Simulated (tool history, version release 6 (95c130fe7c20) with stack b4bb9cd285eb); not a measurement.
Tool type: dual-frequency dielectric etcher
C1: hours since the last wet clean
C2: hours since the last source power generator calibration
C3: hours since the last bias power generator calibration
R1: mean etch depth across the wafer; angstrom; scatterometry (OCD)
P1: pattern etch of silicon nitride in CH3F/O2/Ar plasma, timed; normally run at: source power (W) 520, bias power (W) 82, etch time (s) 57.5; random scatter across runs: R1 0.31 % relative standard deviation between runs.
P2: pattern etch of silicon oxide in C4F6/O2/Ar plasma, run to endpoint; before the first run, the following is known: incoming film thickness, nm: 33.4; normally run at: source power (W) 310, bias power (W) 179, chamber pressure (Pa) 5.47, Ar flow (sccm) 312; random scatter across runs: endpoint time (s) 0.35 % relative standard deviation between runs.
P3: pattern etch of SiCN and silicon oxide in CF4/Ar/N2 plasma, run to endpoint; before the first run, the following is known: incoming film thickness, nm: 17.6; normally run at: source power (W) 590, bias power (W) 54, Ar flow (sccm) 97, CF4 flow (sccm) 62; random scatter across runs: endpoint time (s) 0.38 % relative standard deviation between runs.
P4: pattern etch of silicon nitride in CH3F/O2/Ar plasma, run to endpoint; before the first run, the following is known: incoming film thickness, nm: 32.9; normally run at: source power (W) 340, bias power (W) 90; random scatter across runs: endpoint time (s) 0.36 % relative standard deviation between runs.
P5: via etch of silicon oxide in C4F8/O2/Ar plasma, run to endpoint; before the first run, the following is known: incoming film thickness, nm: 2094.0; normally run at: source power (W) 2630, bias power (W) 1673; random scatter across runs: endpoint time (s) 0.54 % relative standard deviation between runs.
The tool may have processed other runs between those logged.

Run 1, hour 8.1: process that ran P1, source power (W) 520, bias power (W) 82, etch time (s) 57.5; C1 110.9; C2 1848.4; C3 1329.5. Result: R1 449.84 angstrom.
Run 2, hour 19.7: process that ran P1, source power (W) 720, bias power (W) 82, etch time (s) 57.5; C1 122.5; C2 1860.0; C3 1341.1. Result: R1 510.73 angstrom.
Run 3, hour 28.1: process that ran P3, source power (W) 590, bias power (W) 54, Ar flow (sccm) 97, CF4 flow (sccm) 62; C1 130.9; C2 1868.4; C3 1349.5. Result: endpoint time (s) 17.850.
Run 4, hour 35.0: process that ran P2, source power (W) 310, bias power (W) 179, Ar flow (sccm) 312, chamber pressure (Pa) 3.53; C1 137.8; C2 1875.3; C3 1356.4. Result: endpoint time (s) 11.393.
Run 5, hour 40.9: process that ran P1, source power (W) 310, bias power (W) 82, etch time (s) 57.5; C1 143.7; C2 1881.2; C3 1362.3. Result: R1 370.87 angstrom.
Run 6, hour 51.9: process that ran P1, source power (W) 520, bias power (W) 101, etch time (s) 57.5; C1 154.7; C2 1892.2; C3 1373.3. Result: R1 486.77 angstrom.
Run 7, hour 58.7: process that ran P1, source power (W) 520, bias power (W) 82, etch time (s) 57.5; C1 161.5; C2 1899.0; C3 1380.1. Result: R1 451.67 angstrom.
Run 8, hour 65.7: process that ran P2, source power (W) 230, bias power (W) 179, Ar flow (sccm) 312, chamber pressure (Pa) 5.47; C1 168.5; C2 1906.0; C3 1387.1. Result: endpoint time (s) 13.478.
Run 9, hour 75.5: process that ran P1, source power (W) 430, bias power (W) 68, etch time (s) 57.5; C1 178.3; C2 1915.8; C3 1396.9. Result: R1 395.25 angstrom.
Run 10, hour 84.7: process that ran P4, source power (W) 400, bias power (W) 90; C1 187.5; C2 1925.0; C3 1406.1. Result: endpoint time (s) 45.611.
Run 11, hour 91.8: process that ran P4, source power (W) 340, bias power (W) 74; C1 194.6; C2 1932.1; C3 1413.2. Result: endpoint time (s) 51.653.
Run 12, hour 97.1: process that ran P3, source power (W) 480, bias power (W) 54, Ar flow (sccm) 97, CF4 flow (sccm) 62; C1 199.9; C2 1937.4; C3 1418.5. Result: endpoint time (s) 21.363.
Run 13, hour 104.7: process that ran P5, source power (W) 1560, bias power (W) 1673; C1 207.5; C2 1945.0; C3 1426.1. Result: endpoint time (s) 502.530.
Run 14, hour 115.4: process that ran P5, source power (W) 2630, bias power (W) 2180; C1 218.2; C2 1955.7; C3 1436.8. Result: endpoint time (s) 376.800.
Run 15, hour 123.7: process that ran P5, source power (W) 2630, bias power (W) 1673; C1 226.5; C2 1964.0; C3 1445.1. Result: endpoint time (s) 404.720.
Run 16, hour 130.4: process that ran P1, source power (W) 520, bias power (W) 82, etch time (s) 57.5; C1 233.2; C2 1970.7; C3 1451.8. Result: R1 452.19 angstrom.
Run 17, hour 142.3: process that ran P5, source power (W) 2630, bias power (W) 1673; C1 245.1; C2 1982.6; C3 1463.7. Result: endpoint time (s) 404.610.
Run 18, hour 152.5: process that ran P2, source power (W) 310, bias power (W) 179, Ar flow (sccm) 407, chamber pressure (Pa) 5.47; C1 255.3; C2 1992.8; C3 1473.9. Result: endpoint time (s) 12.341.
Run 19, hour 160.5: process that ran P1, source power (W) 520, bias power (W) 110, etch time (s) 36.0; C1 263.3; C2 2000.8; C3 1481.9. Result: R1 313.84 angstrom.
Run 20, hour 167.9: process that ran P1, source power (W) 520, bias power (W) 82, etch time (s) 37.5; C1 270.7; C2 2008.2; C3 1489.3. Result: R1 294.54 angstrom.
Run 21, hour 175.3: process that ran P1, source power (W) 520, bias power (W) 82, etch time (s) 70.0; C1 278.1; C2 2015.6; C3 1496.7. Result: R1 550.22 angstrom.
Run 22, hour 180.9: process that ran P3, source power (W) 590, bias power (W) 54, Ar flow (sccm) 97, CF4 flow (sccm) 79; C1 283.7; C2 2021.2; C3 1502.3. Result: endpoint time (s) 17.021.
Run 23, hour 190.9: process that ran P1, source power (W) 520, bias power (W) 82, etch time (s) 57.5; C1 293.7; C2 2031.2; C3 1512.3. Result: R1 451.94 angstrom.
Run 24, hour 199.5: process that ran P2, source power (W) 310, bias power (W) 254, Ar flow (sccm) 312, chamber pressure (Pa) 5.47; C1 302.3; C2 2039.8; C3 1520.9. Result: endpoint time (s) 10.624.
Run 25, hour 211.8: process that ran P3, source power (W) 590, bias power (W) 54, Ar flow (sccm) 97, CF4 flow (sccm) 62; C1 314.6; C2 2052.1; C3 1533.2. Result: endpoint time (s) 17.811.
Run 26, hour 222.8: process that ran P1, source power (W) 730, bias power (W) 82, etch time (s) 44.0; C1 325.6; C2 2063.1; C3 1544.2. Result: R1 392.39 angstrom.
Run 27, hour 232.1: process that ran P1, source power (W) 520, bias power (W) 82, etch time (s) 57.5; C1 334.9; C2 2072.4; C3 1553.5. Result: R1 452.36 angstrom.
At hour 235.9: source power generator calibrated.
Run 28, hour 239.7: process that ran P4, source power (W) 340, bias power (W) 90; C1 342.5; C2 3.8; C3 1561.1. Result: endpoint time (s) 48.209.
Run 29, hour 245.0: process that ran P3, source power (W) 590, bias power (W) 35, Ar flow (sccm) 97, CF4 flow (sccm) 62; C1 347.8; C2 9.1; C3 1566.4. Result: endpoint time (s) 20.295.
Run 30, hour 252.4: process that ran P2, source power (W) 310, bias power (W) 179, Ar flow (sccm) 312, chamber pressure (Pa) 5.47; C1 355.2; C2 16.5; C3 1573.8. Result: endpoint time (s) 11.938.
Run 31, hour 262.6: process that ran P3, source power (W) 590, bias power (W) 54, Ar flow (sccm) 115, CF4 flow (sccm) 62; C1 365.4; C2 26.7; C3 1584.0. Result: endpoint time (s) 18.303.
Run 32, hour 273.8: process that ran P1, source power (W) 520, bias power (W) 82, etch time (s) 57.5; C1 376.6; C2 37.9; C3 1595.2. Result: R1 452.37 angstrom.
Run 33, hour 280.9: process that ran P1, source power (W) 520, bias power (W) 66, etch time (s) 57.5; C1 383.7; C2 45.0; C3 1602.3. Result: R1 420.52 angstrom.
Run 34, hour 288.8: process that ran P1, source power (W) 520, bias power (W) 82, etch time (s) 57.5; C1 391.6; C2 52.9; C3 1610.2. Result: R1 454.54 angstrom.
Run 35, hour 296.0: process that ran P1, source power (W) 520, bias power (W) 82, etch time (s) 57.5; C1 398.8; C2 60.1; C3 1617.4. Result: R1 453.10 angstrom.
Run 36, hour 303.0: process that ran P1, source power (W) 520, bias power (W) 82, etch time (s) 57.5; C1 405.8; C2 67.1; C3 1624.4. Result: R1 456.43 angstrom.
Run 37, hour 312.7: process that ran P1, source power (W) 520, bias power (W) 82, etch time (s) 57.5; C1 415.5; C2 76.8; C3 1634.1. Result: R1 457.68 angstrom.
Run 38, hour 322.2: process that ran P1, source power (W) 520, bias power (W) 82, etch time (s) 57.5; C1 425.0; C2 86.3; C3 1643.6. Result: R1 456.46 angstrom.
Run 39, hour 329.0: process that ran P1, source power (W) 520, bias power (W) 82, etch time (s) 57.5; C1 431.8; C2 93.1; C3 1650.4. Result: R1 459.15 angstrom.
Run 40, hour 334.9: process that ran P1, source power (W) 520, bias power (W) 82, etch time (s) 57.5; C1 437.7; C2 99.0; C3 1656.3. Result: R1 459.44 angstrom.
At hour 338.9: wet clean of the chamber.
Run 41, hour 342.7: process that ran P1, source power (W) 520, bias power (W) 82, etch time (s) 57.5; C1 3.8; C2 106.8; C3 1664.1. Result: R1 459.52 angstrom.
Run 42, hour 352.1: process that ran P1, source power (W) 520, bias power (W) 82, etch time (s) 57.5; C1 13.2; C2 116.2; C3 1673.5. Result: R1 457.34 angstrom.
Run 43, hour 363.5: process that ran P1, source power (W) 520, bias power (W) 82, etch time (s) 57.5; C1 24.6; C2 127.6; C3 1684.9. Result: R1 459.76 angstrom.

Compared with where it was, what P1 gives has crept away. Each cause listed below fits the log as well as the rest, at the size given for it:
A: source power that arrives over what is set, % = 4.41
B: bias power that arrives over what is set, % = 4.82
The drift started at roughly hour 288.8.
Excluded causes, each with its reason:
chamber walls in a state that raises the etch rate, %: was serviced at hour 338.9, once the creep was under way, yet the earlier output never came back

4 check runs are offered, each on 2 wafers whose results are averaged, their results left as question marks. Which one tells the causes apart?
Run check 1, hour 374.9: process that ran P4, source power (W) 340, bias power (W) 90. Result: endpoint time (s) ?.
Run check 2, hour 374.9: process that ran P5, source power (W) 2630, bias power (W) 1673. Result: endpoint time (s) ?.
Run check 3, hour 374.9: process that ran P3, source power (W) 590, bias power (W) 54, Ar flow (sccm) 97, CF4 flow (sccm) 62. Result: endpoint time (s) ?.
Run check 4, hour 374.9: process that ran P2, source power (W) 310, bias power (W) 179, Ar flow (sccm) 312, chamber pressure (Pa) 5.47. Result: endpoint time (s) ?.

Predicted outcomes, by check and by cause:
  check             result     if A     if B
check 1  endpoint time (s)   47.672   47.621
check 2  endpoint time (s)  397.950  399.880
check 3  endpoint time (s)   17.097   17.506
check 4  endpoint time (s)   11.770   11.788
How far apart the two closest causes lie, in the result that separates them most: check 1 0.11 %; check 2 0.48 %; check 3 2.36 %; check 4 0.15 %
The causes can be told apart only by check 3. The other checks would give nearly the same results under each of them.

After running check 3, the following was obtained: endpoint time (s) 17.510. Which cause does this point to?

The cause is B: bias power that arrives over what is set, %.
